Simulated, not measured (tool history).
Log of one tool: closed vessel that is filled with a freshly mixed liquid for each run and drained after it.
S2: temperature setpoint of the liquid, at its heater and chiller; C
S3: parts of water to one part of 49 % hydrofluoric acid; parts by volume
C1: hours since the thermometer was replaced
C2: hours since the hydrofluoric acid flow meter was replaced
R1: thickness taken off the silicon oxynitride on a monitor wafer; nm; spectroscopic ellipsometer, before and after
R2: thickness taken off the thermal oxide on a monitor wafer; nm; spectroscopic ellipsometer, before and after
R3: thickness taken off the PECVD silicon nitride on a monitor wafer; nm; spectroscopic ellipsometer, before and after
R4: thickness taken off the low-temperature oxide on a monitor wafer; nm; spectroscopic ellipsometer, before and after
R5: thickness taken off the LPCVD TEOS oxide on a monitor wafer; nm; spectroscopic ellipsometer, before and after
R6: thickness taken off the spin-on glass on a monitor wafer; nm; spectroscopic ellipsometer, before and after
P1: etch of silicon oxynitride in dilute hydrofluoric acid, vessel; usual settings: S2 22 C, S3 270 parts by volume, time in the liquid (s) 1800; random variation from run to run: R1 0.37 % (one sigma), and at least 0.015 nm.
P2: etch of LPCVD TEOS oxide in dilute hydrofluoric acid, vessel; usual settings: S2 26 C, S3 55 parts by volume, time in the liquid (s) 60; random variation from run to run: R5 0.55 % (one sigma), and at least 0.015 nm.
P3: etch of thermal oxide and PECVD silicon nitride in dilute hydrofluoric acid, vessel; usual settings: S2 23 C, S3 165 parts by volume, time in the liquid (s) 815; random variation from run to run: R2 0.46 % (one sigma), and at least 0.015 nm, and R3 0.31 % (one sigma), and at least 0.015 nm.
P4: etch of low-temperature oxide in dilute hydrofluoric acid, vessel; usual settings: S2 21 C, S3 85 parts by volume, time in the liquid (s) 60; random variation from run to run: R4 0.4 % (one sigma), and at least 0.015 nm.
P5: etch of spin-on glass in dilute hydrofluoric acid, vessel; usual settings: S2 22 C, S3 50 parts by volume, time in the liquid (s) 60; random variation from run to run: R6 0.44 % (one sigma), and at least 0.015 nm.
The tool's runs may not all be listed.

run 1 hour=11 | process_that_ran=P1 S2=22 S3=270 time_in_the_liquid_(s)=1800 | C1=1069.2 C2=1343.9 | R1=12.51
run 2 hour=25 | process_that_ran=P1 S2=22 S3=270 time_in_the_liquid_(s)=1800 | C1=1083.2 C2=1357.9 | R1=12.593
run 3 hour=39.6 | process_that_ran=P1 S2=17 S3=270 time_in_the_liquid_(s)=1800 | C1=1097.8 C2=1372.5 | R1=9.977
run 4 hour=53 | process_that_ran=P1 S2=22 S3=160 time_in_the_liquid_(s)=1800 | C1=1111.2 C2=1385.9 | R1=22.773
run 5 hour=69.4 | process_that_ran=P3 S2=23 S3=165 time_in_the_liquid_(s)=100 | C1=1127.6 C2=1402.3 | R2=2.5443 R3=2.0003
run 6 hour=84.7 | process_that_ran=P4 S2=21 S3=85 time_in_the_liquid_(s)=60 | C1=1142.9 C2=1417.6 | R4=13.9
run 7 hour=93.2 | process_that_ran=P2 S2=26 S3=55 time_in_the_liquid_(s)=60 | C1=1151.4 C2=1426.1 | R5=41.065
run 8 hour=101 | process_that_ran=P4 S2=21 S3=135 time_in_the_liquid_(s)=60 | C1=1159.2 C2=1433.9 | R4=8.2127
run 9 hour=118.6 | process_that_ran=P5 S2=22 S3=50 time_in_the_liquid_(s)=60 | C1=1176.8 C2=1451.5 | R6=33.445
run 10 hour=128.2 | process_that_ran=P4 S2=17 S3=85 time_in_the_liquid_(s)=60 | C1=1186.4 C2=1461.1 | R4=11.788
run 11 hour=139.9 | process_that_ran=P5 S2=22 S3=50 time_in_the_liquid_(s)=85 | C1=1198.1 C2=1472.8 | R6=47.387
run 12 hour=148.2 | process_that_ran=P2 S2=26 S3=20 time_in_the_liquid_(s)=60 | C1=1206.4 C2=1481.1 | R5=116.99
run 13 hour=164.7 | process_that_ran=P3 S2=18.5 S3=165 time_in_the_liquid_(s)=815 | C1=1222.9 C2=1497.6 | R2=17.381 R3=12.217
run 14 hour=178.5 | process_that_ran=P4 S2=21 S3=85 time_in_the_liquid_(s)=30 | C1=1236.7 C2=1511.4 | R4=6.947
run 15 hour=195.4 | process_that_ran=P1 S2=22 S3=270 time_in_the_liquid_(s)=1800 | C1=1253.6 C2=1528.3 | R1=12.637
run 16 hour=204.8 | process_that_ran=P1 S2=29 S3=270 time_in_the_liquid_(s)=1800 | C1=1263 C2=1537.7 | R1=16.968
run 17 hour=218.3 | process_that_ran=P1 S2=22 S3=475 time_in_the_liquid_(s)=1800 | C1=1276.5 C2=1551.2 | R1=6.3609
run 18 hour=231 | process_that_ran=P1 S2=22 S3=270 time_in_the_liquid_(s)=1800 | C1=1289.2 C2=1563.9 | R1=12.499
run 19 hour=239.7 | process_that_ran=P2 S2=26 S3=55 time_in_the_liquid_(s)=85 | C1=1297.9 C2=1572.6 | R5=57.707
run 20 hour=250.7 | process_that_ran=P1 S2=22 S3=270 time_in_the_liquid_(s)=825 | C1=1308.9 C2=1583.6 | R1=5.7809
-- hour=263.4 hydrofluoric acid flow meter replaced
run 21 hour=265.2 | process_that_ran=P1 S2=22 S3=360 time_in_the_liquid_(s)=2990 | C1=1323.4 C2=1.9 | R1=14.712
run 22 hour=277.7 | process_that_ran=P2 S2=34 S3=55 time_in_the_liquid_(s)=60 | C1=1335.9 C2=14.4 | R5=55.477
run 23 hour=294.7 | process_that_ran=P3 S2=23 S3=105 time_in_the_liquid_(s)=815 | C1=1352.9 C2=31.4 | R2=34.938 R3=25.779
run 24 hour=309.4 | process_that_ran=P1 S2=22 S3=270 time_in_the_liquid_(s)=1800 | C1=1367.6 C2=46.1 | R1=12.532
run 25 hour=318.5 | process_that_ran=P5 S2=22 S3=90 time_in_the_liquid_(s)=60 | C1=1376.7 C2=55.2 | R6=17.727
run 26 hour=336.3 | process_that_ran=P3 S2=23 S3=165 time_in_the_liquid_(s)=815 | C1=1394.5 C2=73 | R2=20.787 R3=16.455
run 27 hour=348.7 | process_that_ran=P2 S2=26 S3=55 time_in_the_liquid_(s)=60 | C1=1406.9 C2=85.4 | R5=40.989
-- hour=363.1 thermometer replaced
run 28 hour=365.5 | process_that_ran=P1 S2=28 S3=140 time_in_the_liquid_(s)=1800 | C1=2.4 C2=102.2 | R1=35.04
run 29 hour=378 | process_that_ran=P1 S2=22 S3=270 time_in_the_liquid_(s)=2660 | C1=14.9 C2=114.7 | R1=18.462
run 30 hour=389.6 | process_that_ran=P5 S2=28 S3=50 time_in_the_liquid_(s)=60 | C1=26.5 C2=126.3 | R6=43.219
run 31 hour=405.2 | process_that_ran=P1 S2=22 S3=270 time_in_the_liquid_(s)=1800 | C1=42.1 C2=141.9 | R1=12.581
run 32 hour=420.8 | process_that_ran=P1 S2=22 S3=270 time_in_the_liquid_(s)=1800 | C1=57.7 C2=157.5 | R1=12.047
run 33 hour=429 | process_that_ran=P1 S2=22 S3=270 time_in_the_liquid_(s)=1800 | C1=65.9 C2=165.7 | R1=11.951
run 34 hour=441 | process_that_ran=P1 S2=22 S3=270 time_in_the_liquid_(s)=1800 | C1=77.9 C2=177.7 | R1=11.75
run 35 hour=456.1 | process_that_ran=P1 S2=22 S3=270 time_in_the_liquid_(s)=1800 | C1=93 C2=192.8 | R1=11.709
run 36 hour=467.9 | process_that_ran=P1 S2=22 S3=270 time_in_the_liquid_(s)=1800 | C1=104.8 C2=204.6 | R1=11.595
run 37 hour=484.4 | process_that_ran=P1 S2=22 S3=270 time_in_the_liquid_(s)=1800 | C1=121.3 C2=221.1 | R1=11.562
run 38 hour=497.8 | process_that_ran=P1 S2=22 S3=270 time_in_the_liquid_(s)=1800 | C1=134.7 C2=234.5 | R1=11.638

What P1 gives has crept away from where it was. These 2 causes fit the log equally well, each at the size given:
A: hydrofluoric acid flow below the setpoint (%) = 6.48
B: liquid colder than its thermometer reads (K) = 1.79
The creep began at about hour 405.2.

4 check runs are offered, one wafer each, their results left as question marks. Which one tells the causes apart?
run check 1 hour=511.2 | process_that_ran=P5 S2=22 S3=50 time_in_the_liquid_(s)=60 | R6=?
run check 2 hour=511.2 | process_that_ran=P3 S2=23 S3=165 time_in_the_liquid_(s)=815 | R2=? R3=?
run check 3 hour=511.2 | process_that_ran=P2 S2=26 S3=55 time_in_the_liquid_(s)=60 | R5=?
run check 4 hour=511.2 | process_that_ran=P4 S2=21 S3=85 time_in_the_liquid_(s)=60 | R4=?

What each check would give under each cause:
check=check_1 result=R6 if_A=31.22 if_B=31.092
check=check_2 result=R2 if_A=19.225 if_B=19.425
check=check_2 result=R3 if_A=15.414 if_B=14.652
check=check_3 result=R5 if_A=37.856 if_B=37.838
check=check_4 result=R4 if_A=12.857 if_B=12.853
How far apart the two closest causes lie, in the result that separates them most: check 1 0.41 %; check 2 5.07 %; check 3 0.05 %; check 4 0.03 %
Only check 2 tells the causes apart: in the others they would give nearly the same result.

Check 2 was then run and gave: R2 19.259 nm; R3 15.371 nm. Which cause is it?

It is A: hydrofluoric acid flow below the setpoint (%).
